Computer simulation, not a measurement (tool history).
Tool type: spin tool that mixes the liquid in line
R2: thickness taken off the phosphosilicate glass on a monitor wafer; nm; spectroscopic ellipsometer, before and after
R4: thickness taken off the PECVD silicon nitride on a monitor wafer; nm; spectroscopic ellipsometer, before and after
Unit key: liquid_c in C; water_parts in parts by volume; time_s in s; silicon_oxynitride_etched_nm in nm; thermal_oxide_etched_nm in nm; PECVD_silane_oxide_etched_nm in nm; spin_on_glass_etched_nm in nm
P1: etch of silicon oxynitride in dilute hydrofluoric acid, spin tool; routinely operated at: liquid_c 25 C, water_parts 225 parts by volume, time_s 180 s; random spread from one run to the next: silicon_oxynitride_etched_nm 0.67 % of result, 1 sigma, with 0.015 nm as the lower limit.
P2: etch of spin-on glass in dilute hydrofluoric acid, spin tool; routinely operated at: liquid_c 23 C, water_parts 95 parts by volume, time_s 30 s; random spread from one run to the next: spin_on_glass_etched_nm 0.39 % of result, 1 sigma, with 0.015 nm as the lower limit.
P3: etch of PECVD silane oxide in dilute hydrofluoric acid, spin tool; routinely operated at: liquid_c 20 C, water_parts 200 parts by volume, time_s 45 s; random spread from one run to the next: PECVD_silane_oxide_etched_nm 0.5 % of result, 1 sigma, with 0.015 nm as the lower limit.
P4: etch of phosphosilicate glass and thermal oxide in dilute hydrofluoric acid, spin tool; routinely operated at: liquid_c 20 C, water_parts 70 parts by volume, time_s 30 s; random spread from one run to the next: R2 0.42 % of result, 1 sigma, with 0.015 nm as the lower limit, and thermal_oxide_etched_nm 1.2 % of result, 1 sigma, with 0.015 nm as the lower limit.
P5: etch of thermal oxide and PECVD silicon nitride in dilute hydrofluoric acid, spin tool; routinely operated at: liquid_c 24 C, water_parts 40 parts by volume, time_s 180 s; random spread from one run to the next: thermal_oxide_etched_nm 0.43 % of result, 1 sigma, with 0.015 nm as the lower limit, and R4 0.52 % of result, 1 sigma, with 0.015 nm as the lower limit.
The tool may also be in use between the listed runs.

{"run": 1, "hour": 13.5, "process": "P1", "liquid_c": 25, "water_parts": 225, "time_s": 180, "silicon_oxynitride_etched_nm": 3.2255}
{"run": 2, "hour": 25.1, "process": "P4", "liquid_c": 24.5, "water_parts": 70, "time_s": 30, "R2": 64.223, "thermal_oxide_etched_nm": 2.0122}
{"run": 3, "hour": 33.1, "process": "P5", "liquid_c": 24, "water_parts": 40, "time_s": 70, "thermal_oxide_etched_nm": 8.8441, "R4": 4.5069}
{"run": 4, "hour": 46.7, "process": "P3", "liquid_c": 20, "water_parts": 200, "time_s": 45, "PECVD_silane_oxide_etched_nm": 4.2594}
{"run": 5, "hour": 63.0, "process": "P2", "liquid_c": 23, "water_parts": 95, "time_s": 15, "spin_on_glass_etched_nm": 6.4356}
{"run": 6, "hour": 71.9, "process": "P2", "liquid_c": 23, "water_parts": 30, "time_s": 30, "spin_on_glass_etched_nm": 43.78}
{"run": 7, "hour": 84.0, "process": "P1", "liquid_c": 25, "water_parts": 225, "time_s": 270, "silicon_oxynitride_etched_nm": 4.8708}
{"run": 8, "hour": 98.5, "process": "P3", "liquid_c": 20, "water_parts": 200, "time_s": 75, "PECVD_silane_oxide_etched_nm": 7.2297}
{"run": 9, "hour": 108.8, "process": "P3", "liquid_c": 24, "water_parts": 200, "time_s": 45, "PECVD_silane_oxide_etched_nm": 5.0205}
{"run": 10, "hour": 123.7, "process": "P5", "liquid_c": 24, "water_parts": 70, "time_s": 180, "thermal_oxide_etched_nm": 12.479, "R4": 6.6166}
{"run": 11, "hour": 131.9, "process": "P4", "liquid_c": 20, "water_parts": 70, "time_s": 30, "R2": 53.266, "thermal_oxide_etched_nm": 1.6795}
{"run": 12, "hour": 144.4, "process": "P1", "liquid_c": 25, "water_parts": 225, "time_s": 180, "silicon_oxynitride_etched_nm": 3.2247}
{"run": 13, "hour": 156.3, "process": "P1", "liquid_c": 25, "water_parts": 225, "time_s": 180, "silicon_oxynitride_etched_nm": 3.3031}
{"run": 14, "hour": 170.9, "process": "P1", "liquid_c": 25, "water_parts": 125, "time_s": 180, "silicon_oxynitride_etched_nm": 6.3108}
{"run": 15, "hour": 181.8, "process": "P1", "liquid_c": 25, "water_parts": 225, "time_s": 25, "silicon_oxynitride_etched_nm": 0.44521}
{"run": 16, "hour": 196.8, "process": "P2", "liquid_c": 23, "water_parts": 95, "time_s": 30, "spin_on_glass_etched_nm": 12.767}
{"run": 17, "hour": 211.6, "process": "P3", "liquid_c": 20, "water_parts": 100, "time_s": 45, "PECVD_silane_oxide_etched_nm": 9.5695}
{"run": 18, "hour": 226.5, "process": "P4", "liquid_c": 20, "water_parts": 70, "time_s": 30, "R2": 53.287, "thermal_oxide_etched_nm": 1.6916}
{"run": 19, "hour": 242.0, "process": "P5", "liquid_c": 24, "water_parts": 40, "time_s": 180, "thermal_oxide_etched_nm": 22.625, "R4": 11.67}
{"run": 20, "hour": 253.4, "process": "P1", "liquid_c": 25, "water_parts": 225, "time_s": 180, "silicon_oxynitride_etched_nm": 3.2346}
{"run": 21, "hour": 263.8, "process": "P1", "liquid_c": 32.5, "water_parts": 225, "time_s": 180, "silicon_oxynitride_etched_nm": 4.4855}
{"run": 22, "hour": 280.2, "process": "P1", "liquid_c": 21.5, "water_parts": 225, "time_s": 330, "silicon_oxynitride_etched_nm": 5.0762}
{"run": 23, "hour": 297.5, "process": "P3", "liquid_c": 20, "water_parts": 200, "time_s": 45, "PECVD_silane_oxide_etched_nm": 4.3237}
{"run": 24, "hour": 310.9, "process": "P1", "liquid_c": 25, "water_parts": 335, "time_s": 180, "silicon_oxynitride_etched_nm": 1.9884}
{"run": 25, "hour": 320.7, "process": "P1", "liquid_c": 25, "water_parts": 80, "time_s": 70, "silicon_oxynitride_etched_nm": 3.9657}
{"run": 26, "hour": 335.9, "process": "P2", "liquid_c": 27.5, "water_parts": 95, "time_s": 30, "spin_on_glass_etched_nm": 15.303}
{"run": 27, "hour": 351.0, "process": "P1", "liquid_c": 18, "water_parts": 225, "time_s": 180, "silicon_oxynitride_etched_nm": 2.3839}
{"run": 28, "hour": 360.2, "process": "P4", "liquid_c": 20, "water_parts": 70, "time_s": 15, "R2": 26.741, "thermal_oxide_etched_nm": 0.81374}
{"run": 29, "hour": 373.5, "process": "P2", "liquid_c": 23, "water_parts": 95, "time_s": 30, "spin_on_glass_etched_nm": 12.669}
{"run": 30, "hour": 381.7, "process": "P4", "liquid_c": 20, "water_parts": 115, "time_s": 30, "R2": 30.898, "thermal_oxide_etched_nm": 0.97403}
{"run": 31, "hour": 397.3, "process": "P5", "liquid_c": 17, "water_parts": 40, "time_s": 180, "thermal_oxide_etched_nm": 16.914, "R4": 7.0644}
{"run": 32, "hour": 411.0, "process": "P1", "liquid_c": 25, "water_parts": 225, "time_s": 180, "silicon_oxynitride_etched_nm": 3.2276}
{"run": 33, "hour": 422.4, "process": "P1", "liquid_c": 25, "water_parts": 225, "time_s": 180, "silicon_oxynitride_etched_nm": 3.2907}
{"run": 34, "hour": 439.0, "process": "P1", "liquid_c": 25, "water_parts": 225, "time_s": 180, "silicon_oxynitride_etched_nm": 3.1768}
{"run": 35, "hour": 454.3, "process": "P1", "liquid_c": 25, "water_parts": 225, "time_s": 180, "silicon_oxynitride_etched_nm": 3.2151}
{"run": 36, "hour": 470.5, "process": "P1", "liquid_c": 25, "water_parts": 225, "time_s": 180, "silicon_oxynitride_etched_nm": 3.1285}
{"run": 37, "hour": 480.1, "process": "P1", "liquid_c": 25, "water_parts": 225, "time_s": 180, "silicon_oxynitride_etched_nm": 3.0897}
{"run": 38, "hour": 496.5, "process": "P1", "liquid_c": 25, "water_parts": 225, "time_s": 180, "silicon_oxynitride_etched_nm": 3.0764}
{"run": 39, "hour": 513.9, "process": "P1", "liquid_c": 25, "water_parts": 225, "time_s": 180, "silicon_oxynitride_etched_nm": 3.1111}
{"run": 40, "hour": 526.5, "process": "P1", "liquid_c": 25, "water_parts": 225, "time_s": 180, "silicon_oxynitride_etched_nm": 3.0694}
{"run": 41, "hour": 536.9, "process": "P1", "liquid_c": 25, "water_parts": 225, "time_s": 180, "silicon_oxynitride_etched_nm": 3.0569}
{"run": 42, "hour": 553.2, "process": "P1", "liquid_c": 25, "water_parts": 225, "time_s": 180, "silicon_oxynitride_etched_nm": 3.0744}
{"run": 43, "hour": 568.5, "process": "P1", "liquid_c": 25, "water_parts": 225, "time_s": 180, "silicon_oxynitride_etched_nm": 3.0345}
{"run": 44, "hour": 579.2, "process": "P1", "liquid_c": 25, "water_parts": 225, "time_s": 180, "silicon_oxynitride_etched_nm": 3.0469}

What P1 gives has crept away from where it was. These 2 causes fit the log equally well, each at the size given:
A: liquid colder than its thermometer reads (K) = 1.41
B: hydrofluoric acid flow below the setpoint (%) = 5.13
At approximately hour 422.4, the process output began to creep.

Which of the 4 check runs listed below separates the causes, so that each cause would produce a clearly different result? Each run uses one wafer, and its results are marked with question marks.
{"run": "check 1", "hour": 589.9, "process": "P3", "liquid_c": 20, "water_parts": 200, "time_s": 45, "PECVD_silane_oxide_etched_nm": "?"}
{"run": "check 2", "hour": 589.9, "process": "P2", "liquid_c": 23, "water_parts": 95, "time_s": 30, "spin_on_glass_etched_nm": "?"}
{"run": "check 3", "hour": 589.9, "process": "P5", "liquid_c": 24, "water_parts": 40, "time_s": 180, "thermal_oxide_etched_nm": "?", "R4": "?"}
{"run": "check 4", "hour": 589.9, "process": "P4", "liquid_c": 20, "water_parts": 70, "time_s": 30, "R2": "?", "thermal_oxide_etched_nm": "?"}

Outcome of each check run for each possible cause:
check=check_1 result=PECVD_silane_oxide_etched_nm if_A=4.0817 if_B=4.0478
check=check_2 result=spin_on_glass_etched_nm if_A=12.087 if_B=12.063
check=check_3 result=thermal_oxide_etched_nm if_A=21.403 if_B=21.474
check=check_3 result=R4 if_A=10.474 if_B=10.954
check=check_4 result=R2 if_A=50.365 if_B=50.48
check=check_4 result=thermal_oxide_etched_nm if_A=1.5721 if_B=1.5757
Gap, in per cent, between the two causes that each check separates least, read from the result that separates them most: check 1 0.83 %; check 2 0.2 %; check 3 4.48 %; check 4 0.23 %
Check 3 distinguishes between the causes, while the remaining checks would return nearly the same result for all of them.

Check 3 has now been run. It gave: thermal_oxide_etched_nm 21.464 nm; R4 11.009 nm. Which of the candidate causes is it?

The cause is B: hydrofluoric acid flow below the setpoint (%).
